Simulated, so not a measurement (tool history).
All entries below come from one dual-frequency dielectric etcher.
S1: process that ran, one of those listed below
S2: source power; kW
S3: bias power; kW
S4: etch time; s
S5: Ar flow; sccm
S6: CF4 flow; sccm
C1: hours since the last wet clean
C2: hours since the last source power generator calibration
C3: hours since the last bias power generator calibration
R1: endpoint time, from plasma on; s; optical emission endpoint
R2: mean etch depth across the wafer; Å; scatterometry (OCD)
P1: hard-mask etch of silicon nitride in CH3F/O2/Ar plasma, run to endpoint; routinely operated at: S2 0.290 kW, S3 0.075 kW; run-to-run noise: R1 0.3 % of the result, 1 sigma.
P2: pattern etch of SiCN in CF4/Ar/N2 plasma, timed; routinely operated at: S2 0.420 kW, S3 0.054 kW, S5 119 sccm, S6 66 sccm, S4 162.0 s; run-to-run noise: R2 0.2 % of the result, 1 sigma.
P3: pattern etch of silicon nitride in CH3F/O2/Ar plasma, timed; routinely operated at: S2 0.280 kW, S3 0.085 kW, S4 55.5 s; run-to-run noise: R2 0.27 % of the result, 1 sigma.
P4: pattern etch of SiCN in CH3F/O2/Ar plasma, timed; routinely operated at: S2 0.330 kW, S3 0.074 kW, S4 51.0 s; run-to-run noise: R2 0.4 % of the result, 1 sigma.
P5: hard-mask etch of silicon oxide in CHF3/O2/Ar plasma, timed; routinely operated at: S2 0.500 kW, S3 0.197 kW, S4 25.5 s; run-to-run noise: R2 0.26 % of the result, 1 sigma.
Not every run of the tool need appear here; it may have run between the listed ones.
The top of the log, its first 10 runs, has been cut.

run,hour,S1,S2,S3,S4,S5,S6,C1,C2,C3,R1,R2
11,116.8,P2,0.550,0.054,162.0,119,66,12.3,817.0,1661.1,,1442.00
12,131.3,P5,0.500,0.197,31.0,,,26.8,831.5,1675.6,,586.19
13,145.1,P2,0.420,0.054,228.0,119,66,40.6,845.3,1689.4,,1598.70
14,158.6,P4,0.440,0.074,51.0,,,54.1,858.8,1702.9,,203.54
15,168.5,P1,0.350,0.075,,,,64.0,868.7,1712.8,50.918,
16,176.7,P1,0.200,0.075,,,,72.2,876.9,1721.0,62.958,
17,184.9,P4,0.330,0.074,51.0,,,80.4,885.1,1729.2,,183.21
18,194.4,P2,0.420,0.054,162.0,119,47,89.9,894.6,1738.7,,1070.00
19,207.4,P3,0.280,0.102,55.5,,,102.9,907.6,1751.7,,400.09
20,214.2,P3,0.370,0.085,55.5,,,109.7,914.4,1758.5,,414.23
21,221.6,P1,0.290,0.075,,,,117.1,921.8,1765.9,54.885,
22,235.6,P4,0.330,0.099,51.0,,,131.1,935.8,1779.9,,203.70
23,245.4,P1,0.290,0.098,,,,140.9,945.6,1789.7,49.513,
24,255.7,P2,0.420,0.054,162.0,119,66,151.2,955.9,1800.0,,1136.00
25,265.3,P1,0.290,0.059,,,,160.8,965.5,1809.6,59.665,
26,277.3,P1,0.290,0.075,,,,172.8,977.5,1821.6,54.885,
27,284.4,P1,0.350,0.091,,,,179.9,984.6,1828.7,47.790,
28,298.9,P4,0.330,0.074,31.5,,,194.4,999.1,1843.2,,113.56

Estimate the outcome of run 29 from the log above:
29,313.5,P2,0.420,0.054,162.0,85,66,209.0,1013.7,1857.8,,?

R2: 1201.60 Å
